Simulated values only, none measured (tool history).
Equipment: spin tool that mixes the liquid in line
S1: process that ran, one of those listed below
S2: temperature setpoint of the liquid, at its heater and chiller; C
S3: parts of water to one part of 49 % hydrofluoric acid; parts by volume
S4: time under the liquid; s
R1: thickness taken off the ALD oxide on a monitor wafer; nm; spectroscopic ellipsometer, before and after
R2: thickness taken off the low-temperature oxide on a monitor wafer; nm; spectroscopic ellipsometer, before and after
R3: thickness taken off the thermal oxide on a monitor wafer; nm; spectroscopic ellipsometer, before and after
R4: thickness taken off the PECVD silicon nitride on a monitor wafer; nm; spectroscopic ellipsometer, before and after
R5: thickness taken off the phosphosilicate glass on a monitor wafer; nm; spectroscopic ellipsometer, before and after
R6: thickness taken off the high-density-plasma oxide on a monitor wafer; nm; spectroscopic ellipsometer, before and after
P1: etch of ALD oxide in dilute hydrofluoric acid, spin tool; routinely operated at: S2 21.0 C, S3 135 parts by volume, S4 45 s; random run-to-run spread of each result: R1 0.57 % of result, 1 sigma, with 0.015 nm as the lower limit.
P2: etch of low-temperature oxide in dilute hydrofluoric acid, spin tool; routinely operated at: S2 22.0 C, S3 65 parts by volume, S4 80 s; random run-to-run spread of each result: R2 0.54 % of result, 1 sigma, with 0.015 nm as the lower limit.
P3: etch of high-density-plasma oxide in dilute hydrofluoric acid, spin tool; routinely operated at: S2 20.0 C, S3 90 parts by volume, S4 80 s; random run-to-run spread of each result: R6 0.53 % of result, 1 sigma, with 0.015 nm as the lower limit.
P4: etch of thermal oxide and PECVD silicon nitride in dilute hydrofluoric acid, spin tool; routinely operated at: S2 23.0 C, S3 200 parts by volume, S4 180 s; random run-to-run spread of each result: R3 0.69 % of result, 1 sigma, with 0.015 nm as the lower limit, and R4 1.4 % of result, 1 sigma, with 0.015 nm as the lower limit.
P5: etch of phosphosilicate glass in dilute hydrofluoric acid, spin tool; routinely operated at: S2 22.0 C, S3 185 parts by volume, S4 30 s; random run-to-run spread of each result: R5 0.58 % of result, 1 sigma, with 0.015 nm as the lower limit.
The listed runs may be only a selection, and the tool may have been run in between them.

{"run": 1, "hour": 14.6, "S1": "P1", "S2": 21.0, "S3": 135, "S4": 45, "R1": 5.8803}
{"run": 2, "hour": 24.1, "S1": "P2", "S2": 22.0, "S3": 65, "S4": 80, "R2": 17.337}
{"run": 3, "hour": 36.9, "S1": "P4", "S2": 23.0, "S3": 305, "S4": 180, "R3": 2.1668, "R4": 0.97659}
{"run": 4, "hour": 49.2, "S1": "P5", "S2": 22.0, "S3": 280, "S4": 30, "R5": 7.8702}
{"run": 5, "hour": 59.2, "S1": "P1", "S2": 21.0, "S3": 135, "S4": 45, "R1": 5.8186}
{"run": 6, "hour": 73.1, "S1": "P2", "S2": 22.0, "S3": 65, "S4": 80, "R2": 17.579}
{"run": 7, "hour": 84.4, "S1": "P1", "S2": 21.0, "S3": 50, "S4": 45, "R1": 17.476}
{"run": 8, "hour": 100.7, "S1": "P1", "S2": 21.0, "S3": 135, "S4": 80, "R1": 10.366}
{"run": 9, "hour": 110.9, "S1": "P5", "S2": 22.0, "S3": 185, "S4": 15, "R5": 6.5118}
{"run": 10, "hour": 123.0, "S1": "P2", "S2": 30.5, "S3": 65, "S4": 80, "R2": 24.443}
{"hour": 125.1, "done": "thermometer replaced"}
{"run": 11, "hour": 135.8, "S1": "P1", "S2": 25.0, "S3": 135, "S4": 45, "R1": 6.8074}
{"run": 12, "hour": 143.4, "S1": "P2", "S2": 22.0, "S3": 110, "S4": 80, "R2": 9.7611}
{"run": 13, "hour": 155.7, "S1": "P4", "S2": 17.5, "S3": 200, "S4": 180, "R3": 2.8863, "R4": 0.99799}
{"run": 14, "hour": 170.7, "S1": "P5", "S2": 22.0, "S3": 185, "S4": 30, "R5": 12.971}
{"run": 15, "hour": 186.5, "S1": "P3", "S2": 20.0, "S3": 90, "S4": 150, "R6": 8.7922}
{"run": 16, "hour": 200.7, "S1": "P3", "S2": 20.0, "S3": 90, "S4": 80, "R6": 4.6817}
{"run": 17, "hour": 212.1, "S1": "P4", "S2": 23.0, "S3": 200, "S4": 330, "R3": 6.5026, "R4": 2.6127}
{"run": 18, "hour": 221.2, "S1": "P1", "S2": 21.0, "S3": 230, "S4": 45, "R1": 3.1259}
{"run": 19, "hour": 237.0, "S1": "P3", "S2": 17.0, "S3": 90, "S4": 80, "R6": 4.1195}
{"run": 20, "hour": 245.9, "S1": "P2", "S2": 22.0, "S3": 65, "S4": 160, "R2": 34.79}
{"run": 21, "hour": 261.7, "S1": "P1", "S2": 17.0, "S3": 35, "S4": 45, "R1": 21.401}
{"run": 22, "hour": 269.5, "S1": "P4", "S2": 23.0, "S3": 200, "S4": 180, "R3": 3.5916, "R4": 1.4824}
{"run": 23, "hour": 282.7, "S1": "P5", "S2": 17.0, "S3": 185, "S4": 30, "R5": 10.69}
{"run": 24, "hour": 297.1, "S1": "P5", "S2": 22.0, "S3": 185, "S4": 30, "R5": 13.145}
{"run": 25, "hour": 306.2, "S1": "P1", "S2": 21.0, "S3": 135, "S4": 45, "R1": 5.824}
{"run": 26, "hour": 321.2, "S1": "P3", "S2": 20.0, "S3": 145, "S4": 80, "R6": 2.7773}
{"run": 27, "hour": 329.7, "S1": "P1", "S2": 17.0, "S3": 135, "S4": 45, "R1": 5.0406}
{"run": 28, "hour": 341.4, "S1": "P1", "S2": 21.0, "S3": 135, "S4": 45, "R1": 5.8867}
{"run": 29, "hour": 357.0, "S1": "P1", "S2": 21.0, "S3": 135, "S4": 15, "R1": 1.9463}
{"run": 30, "hour": 368.6, "S1": "P1", "S2": 21.0, "S3": 135, "S4": 45, "R1": 5.8498}
{"run": 31, "hour": 381.6, "S1": "P1", "S2": 21.0, "S3": 135, "S4": 45, "R1": 6.0882}
{"run": 32, "hour": 390.7, "S1": "P1", "S2": 21.0, "S3": 135, "S4": 45, "R1": 6.1493}
{"run": 33, "hour": 402.9, "S1": "P1", "S2": 21.0, "S3": 135, "S4": 45, "R1": 6.2747}
{"run": 34, "hour": 415.5, "S1": "P1", "S2": 21.0, "S3": 135, "S4": 45, "R1": 6.3366}
{"run": 35, "hour": 425.9, "S1": "P1", "S2": 21.0, "S3": 135, "S4": 45, "R1": 6.3095}
{"run": 36, "hour": 438.4, "S1": "P1", "S2": 21.0, "S3": 135, "S4": 45, "R1": 6.4087}
{"run": 37, "hour": 448.2, "S1": "P1", "S2": 21.0, "S3": 135, "S4": 45, "R1": 6.4016}
{"run": 38, "hour": 460.5, "S1": "P1", "S2": 21.0, "S3": 135, "S4": 45, "R1": 6.3854}
{"run": 39, "hour": 475.3, "S1": "P1", "S2": 21.0, "S3": 135, "S4": 45, "R1": 6.4168}
{"run": 40, "hour": 483.4, "S1": "P1", "S2": 21.0, "S3": 135, "S4": 45, "R1": 6.4673}

What P1 gives has crept away from where it was. These 2 causes fit the log equally well, each at the size given:
A: liquid hotter than its thermometer reads (K) = 2.45
B: hydrofluoric acid flow above the setpoint (%) = 8.8
The gradual shift began around hour 368.6.

4 check runs are offered, each on 5 wafers whose results are averaged, their results left as question marks. Which one tells the causes apart?
{"run": "check 1", "hour": 491.5, "S1": "P5", "S2": 17.5, "S3": 185, "S4": 30, "R5": "?"}
{"run": "check 2", "hour": 491.5, "S1": "P2", "S2": 26.0, "S3": 65, "S4": 145, "R2": "?"}
{"run": "check 3", "hour": 491.5, "S1": "P4", "S2": 20.0, "S3": 295, "S4": 180, "R3": "?", "R4": "?"}
{"run": "check 4", "hour": 491.5, "S1": "P3", "S2": 20.0, "S3": 125, "S4": 130, "R6": "?"}

Predicted outcomes, by check and by cause:
check=check_1 result=R5 if_A=12.0650 if_B=12.0870
check=check_2 result=R2 if_A=40.9600 if_B=40.7380
check=check_3 result=R3 if_A=2.1794 if_B=2.2181
check=check_3 result=R4 if_A=0.95306 if_B=0.88650
check=check_4 result=R6 if_A=5.8097 if_B=5.7947
Per-check spread between the two closest causes, in the result where they differ most: check 1 0.18 %; check 2 0.54 %; check 3 7.24 %; check 4 0.26 %
The other checks would show nearly matching results whichever cause is true, so check 3 is the only one that separates the causes.

After running check 3, the following was obtained: R3 2.1782 nm; R4 0.94726 nm. Which cause does this point to?

The cause is A: liquid hotter than its thermometer reads (K).
